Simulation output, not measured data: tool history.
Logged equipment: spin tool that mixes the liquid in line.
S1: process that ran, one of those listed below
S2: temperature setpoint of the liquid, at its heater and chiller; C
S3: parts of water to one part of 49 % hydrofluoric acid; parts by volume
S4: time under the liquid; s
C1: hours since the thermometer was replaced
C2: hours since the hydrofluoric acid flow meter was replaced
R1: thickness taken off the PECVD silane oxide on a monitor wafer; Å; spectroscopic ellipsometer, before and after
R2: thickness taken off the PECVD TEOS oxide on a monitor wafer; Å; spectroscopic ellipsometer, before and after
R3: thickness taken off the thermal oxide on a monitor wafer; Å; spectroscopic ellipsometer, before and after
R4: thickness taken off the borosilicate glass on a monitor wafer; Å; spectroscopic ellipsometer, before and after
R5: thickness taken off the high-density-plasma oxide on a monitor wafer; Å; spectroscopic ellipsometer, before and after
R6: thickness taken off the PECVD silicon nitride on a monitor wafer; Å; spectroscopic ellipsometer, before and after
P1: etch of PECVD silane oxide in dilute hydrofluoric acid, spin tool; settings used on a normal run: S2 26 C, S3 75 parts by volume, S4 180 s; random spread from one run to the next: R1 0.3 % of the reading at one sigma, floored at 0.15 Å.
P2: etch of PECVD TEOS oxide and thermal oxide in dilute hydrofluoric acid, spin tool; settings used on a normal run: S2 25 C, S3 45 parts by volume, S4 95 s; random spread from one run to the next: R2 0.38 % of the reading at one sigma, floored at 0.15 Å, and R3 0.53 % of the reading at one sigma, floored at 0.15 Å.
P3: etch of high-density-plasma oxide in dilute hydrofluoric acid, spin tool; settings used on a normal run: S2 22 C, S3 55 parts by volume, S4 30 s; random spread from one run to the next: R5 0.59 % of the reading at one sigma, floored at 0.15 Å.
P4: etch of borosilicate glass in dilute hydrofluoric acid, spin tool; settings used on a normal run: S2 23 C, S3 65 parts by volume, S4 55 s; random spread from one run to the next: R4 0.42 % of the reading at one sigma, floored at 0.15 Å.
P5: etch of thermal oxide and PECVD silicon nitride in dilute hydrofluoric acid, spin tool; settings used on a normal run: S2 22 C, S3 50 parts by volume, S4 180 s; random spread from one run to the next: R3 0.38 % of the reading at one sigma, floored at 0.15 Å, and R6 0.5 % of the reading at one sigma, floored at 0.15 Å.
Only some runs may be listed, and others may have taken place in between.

Run 1, day 0.125: S1 P1, S2 26 C, S3 75 parts by volume, S4 180 s; C1 356.4; C2 315. Result: R1 476.59 Å.
Run 2, day 0.325: S1 P1, S2 26 C, S3 75 parts by volume, S4 180 s; C1 361.2; C2 319.8. Result: R1 475.7 Å.
Run 3, day 0.492: S1 P1, S2 26 C, S3 75 parts by volume, S4 180 s; C1 365.2; C2 323.8. Result: R1 477.35 Å.
At day 0.496: thermometer replaced.
Run 4, day 0.683: S1 P1, S2 23 C, S3 115 parts by volume, S4 180 s; C1 4.6; C2 328.4. Result: R1 262.96 Å.
Run 5, day 0.879: S1 P2, S2 25 C, S3 45 parts by volume, S4 95 s; C1 9.3; C2 333.1. Result: R2 386.77 Å, R3 108.18 Å.
Run 6, day 1.067: S1 P2, S2 25 C, S3 45 parts by volume, S4 160 s; C1 13.8; C2 337.6. Result: R2 653.91 Å, R3 184.13 Å.
Run 7, day 1.258: S1 P4, S2 23 C, S3 95 parts by volume, S4 55 s; C1 18.4; C2 342.2. Result: R4 126.59 Å.
Run 8, day 1.421: S1 P1, S2 26 C, S3 45 parts by volume, S4 180 s; C1 22.3; C2 346.1. Result: R1 832.07 Å.
Run 9, day 1.546: S1 P2, S2 25 C, S3 45 parts by volume, S4 95 s; C1 25.3; C2 349.1. Result: R2 386.86 Å, R3 109.36 Å.
Run 10, day 1.712: S1 P4, S2 27.5 C, S3 65 parts by volume, S4 55 s; C1 29.3; C2 353.1. Result: R4 230.32 Å.
Run 11, day 1.862: S1 P3, S2 22 C, S3 35 parts by volume, S4 30 s; C1 32.9; C2 356.7. Result: R5 91.253 Å.
Run 12, day 1.988: S1 P1, S2 26 C, S3 120 parts by volume, S4 180 s; C1 35.9; C2 359.7. Result: R1 282.47 Å.
Run 13, day 2.175: S1 P1, S2 19.5 C, S3 75 parts by volume, S4 180 s; C1 40.4; C2 364.2. Result: R1 367.93 Å.
Run 14, day 2.367: S1 P1, S2 26 C, S3 75 parts by volume, S4 90 s; C1 45; C2 368.8. Result: R1 238.89 Å.
Run 15, day 2.488: S1 P2, S2 25 C, S3 65 parts by volume, S4 95 s; C1 47.9; C2 371.7. Result: R2 259.53 Å, R3 73.213 Å.
Run 16, day 2.583: S1 P5, S2 22 C, S3 50 parts by volume, S4 180 s; C1 50.2; C2 374. Result: R3 166.46 Å, R6 102.4 Å.
Run 17, day 2.754: S1 P5, S2 22 C, S3 50 parts by volume, S4 65 s; C1 54.3; C2 378.1. Result: R3 59.624 Å, R6 36.802 Å.
Run 18, day 2.938: S1 P4, S2 23 C, S3 65 parts by volume, S4 55 s; C1 58.7; C2 382.5. Result: R4 191.81 Å.
Run 19, day 3.042: S1 P1, S2 26 C, S3 75 parts by volume, S4 180 s; C1 61.2; C2 385. Result: R1 476.91 Å.
Run 20, day 3.196: S1 P3, S2 17 C, S3 55 parts by volume, S4 30 s; C1 64.9; C2 388.7. Result: R5 46.926 Å.
Run 21, day 3.312: S1 P3, S2 22 C, S3 55 parts by volume, S4 15 s; C1 67.7; C2 391.5. Result: R5 28.723 Å.
Run 22, day 3.429: S1 P5, S2 18 C, S3 50 parts by volume, S4 180 s; C1 70.5; C2 394.3. Result: R3 140.07 Å, R6 77.846 Å.
Run 23, day 3.567: S1 P4, S2 23 C, S3 65 parts by volume, S4 110 s; C1 73.8; C2 397.6. Result: R4 386.35 Å.
Run 24, day 3.771: S1 P3, S2 22 C, S3 55 parts by volume, S4 30 s; C1 78.7; C2 402.5. Result: R5 57.054 Å.
Run 25, day 3.954: S1 P1, S2 26 C, S3 75 parts by volume, S4 345 s; C1 83.1; C2 406.9. Result: R1 919.64 Å.
Run 26, day 4.15: S1 P5, S2 22 C, S3 90 parts by volume, S4 180 s; C1 87.8; C2 411.6. Result: R3 88.151 Å, R6 57.477 Å.
Run 27, day 4.275: S1 P1, S2 30.5 C, S3 75 parts by volume, S4 180 s; C1 90.8; C2 414.6. Result: R1 568.77 Å.
Run 28, day 4.421: S1 P2, S2 17 C, S3 45 parts by volume, S4 95 s; C1 94.3; C2 418.1. Result: R2 277.65 Å, R3 78.022 Å.
Run 29, day 4.596: S1 P5, S2 22 C, S3 50 parts by volume, S4 180 s; C1 98.5; C2 422.3. Result: R3 166.73 Å, R6 103.35 Å.
Run 30, day 4.708: S1 P1, S2 26 C, S3 75 parts by volume, S4 180 s; C1 101.2; C2 425. Result: R1 477.96 Å.
Run 31, day 4.896: S1 P1, S2 26 C, S3 75 parts by volume, S4 180 s; C1 105.7; C2 429.5. Result: R1 491.52 Å.
Run 32, day 4.988: S1 P1, S2 26 C, S3 75 parts by volume, S4 180 s; C1 107.9; C2 431.7. Result: R1 499.62 Å.
Run 33, day 5.167: S1 P1, S2 26 C, S3 75 parts by volume, S4 180 s; C1 112.2; C2 436. Result: R1 508.99 Å.
Run 34, day 5.333: S1 P1, S2 26 C, S3 75 parts by volume, S4 180 s; C1 116.2; C2 440. Result: R1 512.48 Å.
Run 35, day 5.479: S1 P1, S2 26 C, S3 75 parts by volume, S4 180 s; C1 119.7; C2 443.5. Result: R1 515.17 Å.
Run 36, day 5.675: S1 P1, S2 26 C, S3 75 parts by volume, S4 180 s; C1 124.4; C2 448.2. Result: R1 516.97 Å.
Run 37, day 5.838: S1 P1, S2 26 C, S3 75 parts by volume, S4 180 s; C1 128.3; C2 452.1. Result: R1 514.81 Å.
Run 38, day 5.946: S1 P1, S2 26 C, S3 75 parts by volume, S4 180 s; C1 130.9; C2 454.7. Result: R1 517.05 Å.
Run 39, day 6.038: S1 P1, S2 26 C, S3 75 parts by volume, S4 180 s; C1 133.1; C2 456.9. Result: R1 519.12 Å.
Run 40, day 6.175: S1 P1, S2 26 C, S3 75 parts by volume, S4 180 s; C1 136.4; C2 460.2. Result: R1 517.96 Å.
Run 41, day 6.296: S1 P1, S2 26 C, S3 75 parts by volume, S4 180 s; C1 139.3; C2 463.1. Result: R1 519.43 Å.

The output of P1 has drifted from where it used to be. Each of the 2 causes below, taken at the size shown beside it, accounts for the log equally well:
A: liquid hotter than its thermometer reads (K) = 2.1
B: hydrofluoric acid flow above the setpoint (%) = 7.8
At approximately day 4.708, the process output began to creep.

Of the 4 check runs listed below, each run on one wafer and each result written as a question mark, which would let you distinguish the listed causes because they would give clearly different results?
Run check 1, day 6.417: S1 P4, S2 23 C, S3 65 parts by volume, S4 55 s. Result: R4 ?.
Run check 2, day 6.417: S1 P3, S2 22 C, S3 55 parts by volume, S4 30 s. Result: R5 ?.
Run check 3, day 6.417: S1 P5, S2 22 C, S3 50 parts by volume, S4 180 s. Result: R3 ?, R6 ?.
Run check 4, day 6.417: S1 P2, S2 25 C, S3 45 parts by volume, S4 95 s. Result: R2 ?, R3 ?.

Predicted outcomes, by check and by cause:
  check  result    if A    if B
check 1      R4  209.71   208.8
check 2      R5  62.698  62.284
check 3      R3  181.42  180.09
check 3      R6  118.46  110.52
check 4      R2  422.53  420.12
check 4      R3  118.77   118.1
Minimum pairwise separation of causes per check, each pair taken at its best-separating result: check 1 0.43 %; check 2 0.66 %; check 3 6.94 %; check 4 0.57 %
Check 3 tells the causes apart: in the others they would give nearly the same result.

Check 3 was carried out, with these results: R3 178.87 Å; R6 111.84 Å. Which of the listed causes is responsible?

B is the cause: hydrofluoric acid flow above the setpoint (%).

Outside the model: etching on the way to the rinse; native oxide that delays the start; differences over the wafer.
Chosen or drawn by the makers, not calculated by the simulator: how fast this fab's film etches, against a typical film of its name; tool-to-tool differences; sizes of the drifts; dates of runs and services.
